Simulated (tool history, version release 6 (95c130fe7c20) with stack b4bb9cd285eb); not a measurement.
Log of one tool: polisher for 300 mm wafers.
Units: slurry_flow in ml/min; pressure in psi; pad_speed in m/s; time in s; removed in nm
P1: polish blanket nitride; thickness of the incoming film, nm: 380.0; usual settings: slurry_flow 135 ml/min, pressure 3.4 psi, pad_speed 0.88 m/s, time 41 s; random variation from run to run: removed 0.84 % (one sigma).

run	hour	slurry_flow	pressure	pad_speed	time	wafers polished on this pad	hours since the slurry nozzle was cleaned	hours since the head pressure was calibrated	removed
1	15.2	135	3.4	0.88	41	888	204.7	145.3	60.417
2	29.4	135	3.4	0.88	62	1038	218.9	159.5	92.106
3	43.2	135	3.4	0.88	41	1184	232.7	173.3	60.038
4	52.7	135	5.3	0.88	41	1284	242.2	182.8	95.277
5	66.4	135	3.4	0.88	41	1428	255.9	196.5	61.085
6	83.7	135	4.4	1.24	41	1611	273.2	213.8	104.24
7	96	80	3.4	0.88	41	1740	285.5	226.1	54.13
8	107.9	135	2.3	0.88	41	1866	297.4	238	41.328
9	118.9	135	3.4	0.42	41	1982	308.4	249	33.118
# hour 135.5: worn pad replaced by a new one
10	136.1	100	3.4	0.44	41	7	325.6	266.2	32.77
11	143.7	135	3.4	1.34	41	87	333.2	273.8	85.329
12	155.2	180	3.4	0.88	41	208	344.7	285.3	63.319
13	171.5	135	2.2	1.18	41	380	361	301.6	51.046
14	185.7	135	3.4	0.88	26	530	375.2	315.8	39.126
15	194.6	135	3.4	0.88	41	624	384.1	324.7	59.637

Run 16 comes next. What will it give?
16	208.2	135	3.4	0.88	41	767	397.7	338.3	?

Run 16 gave removed 60.567 nm.
